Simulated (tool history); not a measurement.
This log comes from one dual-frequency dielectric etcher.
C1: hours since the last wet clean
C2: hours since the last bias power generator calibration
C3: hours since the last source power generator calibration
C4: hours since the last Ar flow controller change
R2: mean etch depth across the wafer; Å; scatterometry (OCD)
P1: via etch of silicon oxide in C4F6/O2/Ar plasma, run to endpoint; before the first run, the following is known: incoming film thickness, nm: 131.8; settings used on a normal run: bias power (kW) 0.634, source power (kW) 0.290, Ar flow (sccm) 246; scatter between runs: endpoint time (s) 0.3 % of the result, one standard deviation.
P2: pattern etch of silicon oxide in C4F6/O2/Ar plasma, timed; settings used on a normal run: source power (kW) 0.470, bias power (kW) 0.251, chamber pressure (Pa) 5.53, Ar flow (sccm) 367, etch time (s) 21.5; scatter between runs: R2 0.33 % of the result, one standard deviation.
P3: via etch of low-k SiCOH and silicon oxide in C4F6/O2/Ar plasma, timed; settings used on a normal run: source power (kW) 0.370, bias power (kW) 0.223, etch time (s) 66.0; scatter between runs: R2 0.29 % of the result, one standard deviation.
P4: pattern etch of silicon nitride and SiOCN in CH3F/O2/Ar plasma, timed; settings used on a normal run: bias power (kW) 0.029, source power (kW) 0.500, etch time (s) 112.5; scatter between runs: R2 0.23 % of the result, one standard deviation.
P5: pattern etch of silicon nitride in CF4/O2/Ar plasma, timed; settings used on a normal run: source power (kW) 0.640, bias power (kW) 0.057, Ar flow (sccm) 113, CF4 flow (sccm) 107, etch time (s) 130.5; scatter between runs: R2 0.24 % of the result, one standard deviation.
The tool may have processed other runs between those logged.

run 1 hour=15.9 | process_that_ran=P1 bias_power_(kW)=0.634 source_power_(kW)=0.290 Ar_flow_(sccm)=246 | C1=185.8 C2=2433.5 C3=514.8 C4=309.6 | endpoint_time_(s)=28.363
run 2 hour=28.0 | process_that_ran=P3 bias_power_(kW)=0.223 source_power_(kW)=0.230 etch_time_(s)=66.0 | C1=197.9 C2=2445.6 C3=526.9 C4=321.7 | R2=1513.10
run 3 hour=44.1 | process_that_ran=P5 bias_power_(kW)=0.057 source_power_(kW)=0.640 Ar_flow_(sccm)=113 etch_time_(s)=130.5 CF4_flow_(sccm)=107 | C1=214.0 C2=2461.7 C3=543.0 C4=337.8 | R2=3190.80
run 4 hour=52.7 | process_that_ran=P1 bias_power_(kW)=0.634 source_power_(kW)=0.290 Ar_flow_(sccm)=143 | C1=222.6 C2=2470.3 C3=551.6 C4=346.4 | endpoint_time_(s)=26.704
run 5 hour=69.1 | process_that_ran=P1 bias_power_(kW)=0.634 source_power_(kW)=0.290 Ar_flow_(sccm)=246 | C1=239.0 C2=2486.7 C3=568.0 C4=362.8 | endpoint_time_(s)=28.437
run 6 hour=76.7 | process_that_ran=P2 bias_power_(kW)=0.251 source_power_(kW)=0.470 Ar_flow_(sccm)=367 etch_time_(s)=21.5 chamber_pressure_(Pa)=5.53 | C1=246.6 C2=2494.3 C3=575.6 C4=370.4 | R2=749.27
run 7 hour=90.5 | process_that_ran=P1 bias_power_(kW)=0.634 source_power_(kW)=0.290 Ar_flow_(sccm)=246 | C1=260.4 C2=2508.1 C3=589.4 C4=384.2 | endpoint_time_(s)=28.399
run 8 hour=100.3 | process_that_ran=P3 bias_power_(kW)=0.223 source_power_(kW)=0.370 etch_time_(s)=66.0 | C1=270.2 C2=2517.9 C3=599.2 C4=394.0 | R2=1826.80
run 9 hour=108.9 | process_that_ran=P1 bias_power_(kW)=0.634 source_power_(kW)=0.290 Ar_flow_(sccm)=246 | C1=278.8 C2=2526.5 C3=607.8 C4=402.6 | endpoint_time_(s)=28.245
run 10 hour=124.8 | process_that_ran=P1 bias_power_(kW)=0.634 source_power_(kW)=0.370 Ar_flow_(sccm)=246 | C1=294.7 C2=2542.4 C3=623.7 C4=418.5 | endpoint_time_(s)=25.892
run 11 hour=142.0 | process_that_ran=P4 bias_power_(kW)=0.019 source_power_(kW)=0.500 etch_time_(s)=112.5 | C1=311.9 C2=2559.6 C3=640.9 C4=435.7 | R2=156.99
run 12 hour=149.9 | process_that_ran=P5 bias_power_(kW)=0.046 source_power_(kW)=0.640 Ar_flow_(sccm)=113 etch_time_(s)=130.5 CF4_flow_(sccm)=107 | C1=319.8 C2=2567.5 C3=648.8 C4=443.6 | R2=2944.40
run 13 hour=164.2 | process_that_ran=P1 bias_power_(kW)=0.634 source_power_(kW)=0.370 Ar_flow_(sccm)=287 | C1=334.1 C2=2581.8 C3=663.1 C4=457.9 | endpoint_time_(s)=26.360
run 14 hour=175.8 | process_that_ran=P5 bias_power_(kW)=0.057 source_power_(kW)=0.490 Ar_flow_(sccm)=113 etch_time_(s)=130.5 CF4_flow_(sccm)=107 | C1=345.7 C2=2593.4 C3=674.7 C4=469.5 | R2=2538.30
run 15 hour=191.6 | process_that_ran=P5 bias_power_(kW)=0.057 source_power_(kW)=0.640 Ar_flow_(sccm)=71 etch_time_(s)=130.5 CF4_flow_(sccm)=107 | C1=361.5 C2=2609.2 C3=690.5 C4=485.3 | R2=3390.60
run 16 hour=201.4 | process_that_ran=P1 bias_power_(kW)=0.842 source_power_(kW)=0.290 Ar_flow_(sccm)=311 | C1=371.3 C2=2619.0 C3=700.3 C4=495.1 | endpoint_time_(s)=25.964
run 17 hour=218.0 | process_that_ran=P1 bias_power_(kW)=0.745 source_power_(kW)=0.190 Ar_flow_(sccm)=246 | C1=387.9 C2=2635.6 C3=716.9 C4=511.7 | endpoint_time_(s)=31.127
run 18 hour=227.4 | process_that_ran=P2 bias_power_(kW)=0.251 source_power_(kW)=0.590 Ar_flow_(sccm)=367 etch_time_(s)=21.5 chamber_pressure_(Pa)=5.53 | C1=397.3 C2=2645.0 C3=726.3 C4=521.1 | R2=817.91
run 19 hour=241.8 | process_that_ran=P1 bias_power_(kW)=0.634 source_power_(kW)=0.240 Ar_flow_(sccm)=246 | C1=411.7 C2=2659.4 C3=740.7 C4=535.5 | endpoint_time_(s)=30.309
run 20 hour=253.6 | process_that_ran=P2 bias_power_(kW)=0.251 source_power_(kW)=0.470 Ar_flow_(sccm)=367 etch_time_(s)=12.0 chamber_pressure_(Pa)=5.53 | C1=423.5 C2=2671.2 C3=752.5 C4=547.3 | R2=414.39
run 21 hour=263.6 | process_that_ran=P2 bias_power_(kW)=0.148 source_power_(kW)=0.470 Ar_flow_(sccm)=367 etch_time_(s)=21.5 chamber_pressure_(Pa)=5.53 | C1=433.5 C2=2681.2 C3=762.5 C4=557.3 | R2=633.29
run 22 hour=275.0 | process_that_ran=P5 bias_power_(kW)=0.057 source_power_(kW)=0.640 Ar_flow_(sccm)=113 etch_time_(s)=169.5 CF4_flow_(sccm)=107 | C1=444.9 C2=2692.6 C3=773.9 C4=568.7 | R2=4175.30
run 23 hour=290.3 | process_that_ran=P3 bias_power_(kW)=0.223 source_power_(kW)=0.370 etch_time_(s)=66.0 | C1=460.2 C2=2707.9 C3=789.2 C4=584.0 | R2=1810.10
run 24 hour=300.6 | process_that_ran=P1 bias_power_(kW)=0.391 source_power_(kW)=0.290 Ar_flow_(sccm)=246 | C1=470.5 C2=2718.2 C3=799.5 C4=594.3 | endpoint_time_(s)=34.082
run 25 hour=312.0 | process_that_ran=P2 bias_power_(kW)=0.251 source_power_(kW)=0.470 Ar_flow_(sccm)=367 etch_time_(s)=21.5 chamber_pressure_(Pa)=4.53 | C1=481.9 C2=2729.6 C3=810.9 C4=605.7 | R2=761.52
run 26 hour=328.9 | process_that_ran=P4 bias_power_(kW)=0.029 source_power_(kW)=0.590 etch_time_(s)=112.5 | C1=498.8 C2=2746.5 C3=827.8 C4=622.6 | R2=198.92
run 27 hour=339.7 | process_that_ran=P3 bias_power_(kW)=0.223 source_power_(kW)=0.370 etch_time_(s)=36.5 | C1=509.6 C2=2757.3 C3=838.6 C4=633.4 | R2=1008.30

Forecast run 28:
run 28 hour=354.1 | process_that_ran=P1 bias_power_(kW)=0.634 source_power_(kW)=0.290 Ar_flow_(sccm)=348 | C1=524.0 C2=2771.7 C3=853.0 C4=647.8 | endpoint_time_(s)=?

Run 28 measured endpoint time (s) 29.497.
